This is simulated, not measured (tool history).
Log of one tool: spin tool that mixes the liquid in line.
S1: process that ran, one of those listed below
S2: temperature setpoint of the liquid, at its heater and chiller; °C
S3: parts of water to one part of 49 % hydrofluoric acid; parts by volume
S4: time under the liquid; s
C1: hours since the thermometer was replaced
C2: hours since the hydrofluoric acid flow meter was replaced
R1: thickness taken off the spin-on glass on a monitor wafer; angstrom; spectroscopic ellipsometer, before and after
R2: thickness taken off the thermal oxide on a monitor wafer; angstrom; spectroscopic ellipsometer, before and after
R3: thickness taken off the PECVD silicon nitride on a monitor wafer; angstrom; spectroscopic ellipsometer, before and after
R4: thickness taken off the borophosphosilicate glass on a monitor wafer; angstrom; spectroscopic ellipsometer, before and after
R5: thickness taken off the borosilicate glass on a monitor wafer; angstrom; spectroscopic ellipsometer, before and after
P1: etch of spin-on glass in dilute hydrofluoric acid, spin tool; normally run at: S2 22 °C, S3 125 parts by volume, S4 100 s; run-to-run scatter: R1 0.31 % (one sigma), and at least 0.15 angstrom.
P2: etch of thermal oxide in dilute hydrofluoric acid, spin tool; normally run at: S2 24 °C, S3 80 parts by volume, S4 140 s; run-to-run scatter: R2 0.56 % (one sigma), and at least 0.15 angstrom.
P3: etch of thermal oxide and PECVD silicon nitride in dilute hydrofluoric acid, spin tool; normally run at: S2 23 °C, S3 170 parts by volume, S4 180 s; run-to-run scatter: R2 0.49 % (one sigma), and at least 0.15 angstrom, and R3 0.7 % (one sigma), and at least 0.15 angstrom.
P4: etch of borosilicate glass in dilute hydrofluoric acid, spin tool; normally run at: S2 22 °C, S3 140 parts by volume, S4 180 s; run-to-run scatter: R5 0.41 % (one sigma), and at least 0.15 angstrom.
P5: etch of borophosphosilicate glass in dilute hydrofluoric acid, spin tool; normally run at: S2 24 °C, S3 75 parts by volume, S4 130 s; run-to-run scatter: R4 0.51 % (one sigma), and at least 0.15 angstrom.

| run | hour | S1 | S2 | S3 | S4 | C1 | C2 | R1 | R2 | R3 | R4 | R5 |
|---|---|---|---|---|---|---|---|---|---|---|---|---|
| 1 | 9.5 | P1 | 22 | 125 | 100 | 336 | 145.8 | 276.27 |  |  |  |  |
| 2 | 16.5 | P3 | 23 | 170 | 180 | 343 | 152.8 |  | 43.271 | 40.3 |  |  |
| 3 | 23.2 | P5 | 24 | 25 | 130 | 349.7 | 159.5 |  |  |  | 1574.2 |  |
| 4 | 30.4 | P2 | 24 | 80 | 140 | 356.9 | 166.7 |  | 80.772 |  |  |  |
| 5 | 41.3 | P4 | 22 | 140 | 180 | 367.8 | 177.6 |  |  |  |  | 284.77 |
| 6 | 49.8 | P1 | 28 | 125 | 100 | 376.3 | 186.1 | 347.22 |  |  |  |  |
| 7 | 58.9 | P4 | 27 | 140 | 180 | 385.4 | 195.2 |  |  |  |  | 345.13 |
| 8 | 63.8 | P5 | 17.5 | 75 | 130 | 390.3 | 200.1 |  |  |  | 376.19 |  |
| 9 | 74.2 | P1 | 18.5 | 75 | 100 | 400.7 | 210.5 | 419.48 |  |  |  |  |
| 10 | 84.3 | P4 | 22 | 140 | 180 | 410.8 | 220.6 |  |  |  |  | 286.9 |
| 11 | 94.1 | P1 | 22 | 40 | 100 | 420.6 | 230.4 | 958.56 |  |  |  |  |
| 12 | 99.9 | P3 | 23 | 235 | 180 | 426.4 | 236.2 |  | 28.901 | 29.331 |  |  |
| 13 | 111.2 | P1 | 22 | 220 | 100 | 437.7 | 247.5 | 142.28 |  |  |  |  |
| 14 | 121.1 | P1 | 17 | 125 | 30 | 447.6 | 257.4 | 67.429 |  |  |  |  |
| 15 | 128.7 | P1 | 22 | 125 | 100 | 455.2 | 265 | 274.95 |  |  |  |  |
| 16 | 133.8 | P1 | 22 | 125 | 45 | 460.3 | 270.1 | 123.44 |  |  |  |  |
| 17 | 140.8 | P1 | 22 | 125 | 190 | 467.3 | 277.1 | 524.81 |  |  |  |  |
| 18 | 148.6 | P5 | 24 | 75 | 55 | 475.1 | 284.9 |  |  |  | 208.64 |  |
| 19 | 159.1 | P2 | 24 | 80 | 40 | 485.6 | 295.4 |  | 23.266 |  |  |  |
| 20 | 167.4 | P3 | 23 | 170 | 15 | 493.9 | 303.7 |  | 3.8015 | 3.2123 |  |  |
| 21 | 176.7 | P2 | 28 | 80 | 140 | 503.2 | 313 |  | 95.797 |  |  |  |
| 22 | 187.5 | P5 | 24 | 75 | 130 | 514 | 323.8 |  |  |  | 493.32 |  |
| 23 | 197.9 | P2 | 24 | 25 | 140 | 524.4 | 334.2 |  | 282.11 |  |  |  |
| 24 | 208.4 | P1 | 17 | 125 | 100 | 534.9 | 344.7 | 224.71 |  |  |  |  |
| 25 | 214.9 | P4 | 22 | 140 | 75 | 541.4 | 351.2 |  |  |  |  | 118.19 |
| 26 | 223.7 | P5 | 24 | 75 | 130 | 550.2 | 360 |  |  |  | 491.74 |  |
| 27 | 234.6 | P3 | 23 | 170 | 180 | 561.1 | 370.9 |  | 42.837 | 40.291 |  |  |
| 28 | 244.8 | P3 | 17 | 170 | 180 | 571.3 | 381.1 |  | 34.046 | 26.588 |  |  |
| 29 | 251.4 | P1 | 22 | 125 | 100 | 577.9 | 387.7 | 274.73 |  |  |  |  |
| 30 | 257.1 | P4 | 22 | 215 | 180 | 583.6 | 393.4 |  |  |  |  | 170.39 |
| 31 | 267.6 | P1 | 22 | 125 | 100 | 594.1 | 403.9 | 274.89 |  |  |  |  |

The next listed run, before its measurement:
| 32 | 272.9 | P1 | 22 | 125 | 100 | 599.4 | 409.2 | ? |  |  |  |  |

Run 32 gave R1 275.61 angstrom.
